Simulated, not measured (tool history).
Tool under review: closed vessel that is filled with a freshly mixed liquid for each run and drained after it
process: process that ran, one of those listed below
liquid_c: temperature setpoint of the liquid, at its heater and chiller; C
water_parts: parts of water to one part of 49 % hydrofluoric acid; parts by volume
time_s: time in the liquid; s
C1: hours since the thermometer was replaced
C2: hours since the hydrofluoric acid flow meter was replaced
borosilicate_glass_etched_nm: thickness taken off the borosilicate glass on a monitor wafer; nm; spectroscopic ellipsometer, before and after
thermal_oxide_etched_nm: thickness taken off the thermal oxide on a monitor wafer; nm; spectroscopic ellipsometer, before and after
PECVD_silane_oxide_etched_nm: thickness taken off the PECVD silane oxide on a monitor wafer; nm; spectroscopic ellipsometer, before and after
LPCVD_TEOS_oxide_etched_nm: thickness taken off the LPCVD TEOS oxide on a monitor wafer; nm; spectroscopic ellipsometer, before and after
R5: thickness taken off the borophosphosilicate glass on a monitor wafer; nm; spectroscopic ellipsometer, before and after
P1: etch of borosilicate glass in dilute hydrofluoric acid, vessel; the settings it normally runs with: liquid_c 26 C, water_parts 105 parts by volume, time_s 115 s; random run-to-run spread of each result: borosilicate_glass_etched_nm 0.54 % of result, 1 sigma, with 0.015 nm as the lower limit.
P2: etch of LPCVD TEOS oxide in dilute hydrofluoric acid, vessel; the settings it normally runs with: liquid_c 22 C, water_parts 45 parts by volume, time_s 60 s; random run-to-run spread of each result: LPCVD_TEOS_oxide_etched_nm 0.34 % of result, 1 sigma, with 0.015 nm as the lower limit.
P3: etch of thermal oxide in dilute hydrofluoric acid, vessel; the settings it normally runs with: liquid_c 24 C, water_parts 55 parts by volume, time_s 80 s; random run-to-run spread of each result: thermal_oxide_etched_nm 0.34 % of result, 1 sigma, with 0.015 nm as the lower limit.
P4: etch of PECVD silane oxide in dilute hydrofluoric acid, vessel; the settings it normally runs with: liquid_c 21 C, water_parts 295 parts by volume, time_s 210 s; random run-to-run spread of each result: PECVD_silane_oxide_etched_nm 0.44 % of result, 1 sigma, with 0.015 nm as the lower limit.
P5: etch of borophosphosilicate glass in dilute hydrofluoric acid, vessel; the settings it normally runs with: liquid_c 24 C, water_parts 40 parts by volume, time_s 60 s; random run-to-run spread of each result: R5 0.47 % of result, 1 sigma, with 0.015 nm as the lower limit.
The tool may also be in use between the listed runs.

{"run": 1, "hour": 10.0, "process": "P1", "liquid_c": 26, "water_parts": 105, "time_s": 115, "C1": 1202.4, "C2": 1387.9, "borosilicate_glass_etched_nm": 59.672}
{"run": 2, "hour": 16.7, "process": "P1", "liquid_c": 19, "water_parts": 105, "time_s": 115, "C1": 1209.1, "C2": 1394.6, "borosilicate_glass_etched_nm": 44.712}
{"run": 3, "hour": 23.5, "process": "P3", "liquid_c": 31, "water_parts": 55, "time_s": 80, "C1": 1215.9, "C2": 1401.4, "thermal_oxide_etched_nm": 9.5727}
{"run": 4, "hour": 29.6, "process": "P1", "liquid_c": 26, "water_parts": 105, "time_s": 115, "C1": 1222, "C2": 1407.5, "borosilicate_glass_etched_nm": 58.766}
{"run": 5, "hour": 37.0, "process": "P3", "liquid_c": 24, "water_parts": 55, "time_s": 30, "C1": 1229.4, "C2": 1414.9, "thermal_oxide_etched_nm": 2.7303}
{"hour": 41.0, "done": "hydrofluoric acid flow meter replaced"}
{"run": 6, "hour": 42.8, "process": "P1", "liquid_c": 26, "water_parts": 105, "time_s": 115, "C1": 1235.2, "C2": 1.9, "borosilicate_glass_etched_nm": 59.234}
{"run": 7, "hour": 50.6, "process": "P4", "liquid_c": 21, "water_parts": 295, "time_s": 30, "C1": 1243, "C2": 9.7, "PECVD_silane_oxide_etched_nm": 1.2658}
{"run": 8, "hour": 62.1, "process": "P1", "liquid_c": 26, "water_parts": 105, "time_s": 115, "C1": 1254.5, "C2": 21.2, "borosilicate_glass_etched_nm": 59.067}
{"run": 9, "hour": 68.8, "process": "P1", "liquid_c": 22, "water_parts": 145, "time_s": 115, "C1": 1261.2, "C2": 27.9, "borosilicate_glass_etched_nm": 34.874}
{"run": 10, "hour": 76.3, "process": "P1", "liquid_c": 26, "water_parts": 145, "time_s": 115, "C1": 1268.7, "C2": 35.4, "borosilicate_glass_etched_nm": 40.941}
{"run": 11, "hour": 82.7, "process": "P2", "liquid_c": 22, "water_parts": 45, "time_s": 60, "C1": 1275.1, "C2": 41.8, "LPCVD_TEOS_oxide_etched_nm": 43.742}
{"run": 12, "hour": 89.4, "process": "P5", "liquid_c": 24, "water_parts": 65, "time_s": 60, "C1": 1281.8, "C2": 48.5, "R5": 31.57}
{"run": 13, "hour": 98.7, "process": "P1", "liquid_c": 26, "water_parts": 35, "time_s": 115, "C1": 1291.1, "C2": 57.8, "borosilicate_glass_etched_nm": 195.36}
{"run": 14, "hour": 104.6, "process": "P1", "liquid_c": 26, "water_parts": 105, "time_s": 115, "C1": 1297, "C2": 63.7, "borosilicate_glass_etched_nm": 58.981}
{"run": 15, "hour": 113.2, "process": "P3", "liquid_c": 24, "water_parts": 55, "time_s": 80, "C1": 1305.6, "C2": 72.3, "thermal_oxide_etched_nm": 7.2546}
{"run": 16, "hour": 125.4, "process": "P2", "liquid_c": 22, "water_parts": 45, "time_s": 60, "C1": 1317.8, "C2": 84.5, "LPCVD_TEOS_oxide_etched_nm": 44.035}
{"run": 17, "hour": 137.5, "process": "P4", "liquid_c": 21, "water_parts": 295, "time_s": 210, "C1": 1329.9, "C2": 96.6, "PECVD_silane_oxide_etched_nm": 8.8814}
{"run": 18, "hour": 145.5, "process": "P1", "liquid_c": 26, "water_parts": 105, "time_s": 30, "C1": 1337.9, "C2": 104.6, "borosilicate_glass_etched_nm": 15.588}
{"run": 19, "hour": 153.6, "process": "P4", "liquid_c": 28.5, "water_parts": 295, "time_s": 210, "C1": 1346, "C2": 112.7, "PECVD_silane_oxide_etched_nm": 11.523}
{"run": 20, "hour": 164.1, "process": "P4", "liquid_c": 21, "water_parts": 295, "time_s": 210, "C1": 1356.5, "C2": 123.2, "PECVD_silane_oxide_etched_nm": 8.8315}
{"run": 21, "hour": 173.2, "process": "P5", "liquid_c": 24, "water_parts": 40, "time_s": 60, "C1": 1365.6, "C2": 132.3, "R5": 52.698}
{"run": 22, "hour": 178.8, "process": "P1", "liquid_c": 19.5, "water_parts": 180, "time_s": 115, "C1": 1371.2, "C2": 137.9, "borosilicate_glass_etched_nm": 24.59}
{"run": 23, "hour": 187.9, "process": "P4", "liquid_c": 21, "water_parts": 545, "time_s": 210, "C1": 1380.3, "C2": 147, "PECVD_silane_oxide_etched_nm": 3.8901}
{"run": 24, "hour": 196.2, "process": "P3", "liquid_c": 24, "water_parts": 100, "time_s": 80, "C1": 1388.6, "C2": 155.3, "thermal_oxide_etched_nm": 3.7874}
{"run": 25, "hour": 202.6, "process": "P2", "liquid_c": 22, "water_parts": 45, "time_s": 30, "C1": 1395, "C2": 161.7, "LPCVD_TEOS_oxide_etched_nm": 21.838}
{"run": 26, "hour": 210.3, "process": "P1", "liquid_c": 26, "water_parts": 105, "time_s": 115, "C1": 1402.7, "C2": 169.4, "borosilicate_glass_etched_nm": 59.233}
{"run": 27, "hour": 216.6, "process": "P1", "liquid_c": 26, "water_parts": 105, "time_s": 200, "C1": 1409, "C2": 175.7, "borosilicate_glass_etched_nm": 102.07}
{"run": 28, "hour": 223.5, "process": "P1", "liquid_c": 26, "water_parts": 30, "time_s": 160, "C1": 1415.9, "C2": 182.6, "borosilicate_glass_etched_nm": 319.42}
{"run": 29, "hour": 230.9, "process": "P2", "liquid_c": 29, "water_parts": 45, "time_s": 60, "C1": 1423.3, "C2": 190, "LPCVD_TEOS_oxide_etched_nm": 58.384}
{"run": 30, "hour": 238.5, "process": "P5", "liquid_c": 17, "water_parts": 40, "time_s": 60, "C1": 1430.9, "C2": 197.6, "R5": 39.009}
{"run": 31, "hour": 247.9, "process": "P2", "liquid_c": 22, "water_parts": 75, "time_s": 60, "C1": 1440.3, "C2": 207, "LPCVD_TEOS_oxide_etched_nm": 25.403}
{"run": 32, "hour": 259.0, "process": "P1", "liquid_c": 31, "water_parts": 105, "time_s": 115, "C1": 1451.4, "C2": 218.1, "borosilicate_glass_etched_nm": 70.958}
{"run": 33, "hour": 271.2, "process": "P5", "liquid_c": 24, "water_parts": 40, "time_s": 110, "C1": 1463.6, "C2": 230.3, "R5": 97.071}
{"run": 34, "hour": 277.7, "process": "P1", "liquid_c": 26, "water_parts": 105, "time_s": 115, "C1": 1470.1, "C2": 236.8, "borosilicate_glass_etched_nm": 59.286}
{"run": 35, "hour": 288.9, "process": "P1", "liquid_c": 26, "water_parts": 105, "time_s": 115, "C1": 1481.3, "C2": 248, "borosilicate_glass_etched_nm": 57.521}
{"run": 36, "hour": 294.5, "process": "P1", "liquid_c": 26, "water_parts": 105, "time_s": 115, "C1": 1486.9, "C2": 253.6, "borosilicate_glass_etched_nm": 56.681}
{"run": 37, "hour": 305.0, "process": "P1", "liquid_c": 26, "water_parts": 105, "time_s": 115, "C1": 1497.4, "C2": 264.1, "borosilicate_glass_etched_nm": 56.288}
{"run": 38, "hour": 316.9, "process": "P1", "liquid_c": 26, "water_parts": 105, "time_s": 115, "C1": 1509.3, "C2": 276, "borosilicate_glass_etched_nm": 55.367}
{"run": 39, "hour": 327.0, "process": "P1", "liquid_c": 26, "water_parts": 105, "time_s": 115, "C1": 1519.4, "C2": 286.1, "borosilicate_glass_etched_nm": 55.382}
{"run": 40, "hour": 337.2, "process": "P1", "liquid_c": 26, "water_parts": 105, "time_s": 115, "C1": 1529.6, "C2": 296.3, "borosilicate_glass_etched_nm": 55.244}
{"run": 41, "hour": 342.8, "process": "P1", "liquid_c": 26, "water_parts": 105, "time_s": 115, "C1": 1535.2, "C2": 301.9, "borosilicate_glass_etched_nm": 55.355}
{"run": 42, "hour": 349.5, "process": "P1", "liquid_c": 26, "water_parts": 105, "time_s": 115, "C1": 1541.9, "C2": 308.6, "borosilicate_glass_etched_nm": 55.868}

What P1 gives has crept off from where it sat before. The 2 causes that follow fit the log equally well, each at the size noted:
A: liquid colder than its thermometer reads (K) = 1.68
B: hydrofluoric acid flow below the setpoint (%) = 5.6
Creep in the process output first set in at about hour 277.7.

The 4 check runs listed below each average the results of 2 wafers, and their outcomes are marked with question marks. Under which run would the listed causes produce clearly different results?
{"run": "check 1", "hour": 356.2, "process": "P3", "liquid_c": 24, "water_parts": 90, "time_s": 80, "thermal_oxide_etched_nm": "?"}
{"run": "check 2", "hour": 356.2, "process": "P2", "liquid_c": 26.5, "water_parts": 70, "time_s": 60, "LPCVD_TEOS_oxide_etched_nm": "?"}
{"run": "check 3", "hour": 356.2, "process": "P4", "liquid_c": 27.5, "water_parts": 465, "time_s": 210, "PECVD_silane_oxide_etched_nm": "?"}
{"run": "check 4", "hour": 356.2, "process": "P5", "liquid_c": 24, "water_parts": 60, "time_s": 60, "R5": "?"}

How each check would come out, cause by cause:
check=check_1 result=thermal_oxide_etched_nm if_A=3.9778 if_B=3.9909
check=check_2 result=LPCVD_TEOS_oxide_etched_nm if_A=30.617 if_B=30.736
check=check_3 result=PECVD_silane_oxide_etched_nm if_A=5.6732 if_B=5.5
check=check_4 result=R5 if_A=31.934 if_B=32.151
Distance between the nearest two causes, measured in the result of the check that separates them most: check 1 0.33 %; check 2 0.39 %; check 3 3.1 %; check 4 0.68 %
The other checks would show nearly matching results whichever cause is true, so check 3 is the only one that separates the causes.

Check 3 was carried out, with these results: PECVD_silane_oxide_etched_nm 5.4997 nm. Which of the listed causes is responsible?

B is the cause: hydrofluoric acid flow below the setpoint (%).
